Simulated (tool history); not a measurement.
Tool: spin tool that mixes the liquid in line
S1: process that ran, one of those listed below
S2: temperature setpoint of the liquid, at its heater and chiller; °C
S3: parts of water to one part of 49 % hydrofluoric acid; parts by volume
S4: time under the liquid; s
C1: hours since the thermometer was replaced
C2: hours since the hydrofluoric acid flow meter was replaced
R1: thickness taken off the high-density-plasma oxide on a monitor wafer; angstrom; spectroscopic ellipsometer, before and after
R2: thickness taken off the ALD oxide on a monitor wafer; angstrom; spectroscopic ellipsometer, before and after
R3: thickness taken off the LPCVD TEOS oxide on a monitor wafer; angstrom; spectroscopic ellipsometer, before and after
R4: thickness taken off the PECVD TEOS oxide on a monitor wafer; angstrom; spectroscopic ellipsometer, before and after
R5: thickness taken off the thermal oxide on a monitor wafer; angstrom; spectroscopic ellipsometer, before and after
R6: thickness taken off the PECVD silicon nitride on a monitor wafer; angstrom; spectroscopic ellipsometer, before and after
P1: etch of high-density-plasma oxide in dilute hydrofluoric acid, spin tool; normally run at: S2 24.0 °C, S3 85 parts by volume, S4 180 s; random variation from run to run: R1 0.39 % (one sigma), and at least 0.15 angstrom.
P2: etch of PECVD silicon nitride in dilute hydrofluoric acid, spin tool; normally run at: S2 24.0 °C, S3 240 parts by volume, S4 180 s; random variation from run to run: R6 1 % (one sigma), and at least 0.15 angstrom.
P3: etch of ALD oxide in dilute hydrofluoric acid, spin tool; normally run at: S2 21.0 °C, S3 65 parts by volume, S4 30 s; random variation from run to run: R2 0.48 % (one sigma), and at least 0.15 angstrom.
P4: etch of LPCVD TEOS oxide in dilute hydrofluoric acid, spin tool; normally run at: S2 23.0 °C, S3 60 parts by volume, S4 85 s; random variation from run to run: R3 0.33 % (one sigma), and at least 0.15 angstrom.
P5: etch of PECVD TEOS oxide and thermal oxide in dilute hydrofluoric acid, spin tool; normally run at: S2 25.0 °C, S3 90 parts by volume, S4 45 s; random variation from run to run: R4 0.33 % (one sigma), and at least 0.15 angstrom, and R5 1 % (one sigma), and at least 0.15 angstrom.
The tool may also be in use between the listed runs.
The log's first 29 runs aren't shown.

run	day	S1	S2	S3	S4	C1	C2	R1	R2	R3	R4	R5	R6
30	8.875	P3	21.0	65	55	2239.2	1582.0		103.440				
31	9.225	P2	24.0	105	180	2247.6	1590.4						59.307
32	9.583	P4	23.0	60	15	2256.2	1599.0			58.157			
33	9.779	P1	24.0	85	180	2260.9	1603.7	166.530					
34	10.204	P1	24.0	85	180	2271.1	1613.9	172.320					
35	10.567	P1	24.0	85	180	2279.8	1622.6	175.110					
36	10.817	P1	24.0	85	180	2285.8	1628.6	175.650					
37	11.029	P1	24.0	85	180	2290.9	1633.7	177.340					

Run 38 comes next. What will it give?
38	11.304	P1	24.0	85	180	2297.5	1640.3	?					

Run 38 gave R1 177.760 angstrom.

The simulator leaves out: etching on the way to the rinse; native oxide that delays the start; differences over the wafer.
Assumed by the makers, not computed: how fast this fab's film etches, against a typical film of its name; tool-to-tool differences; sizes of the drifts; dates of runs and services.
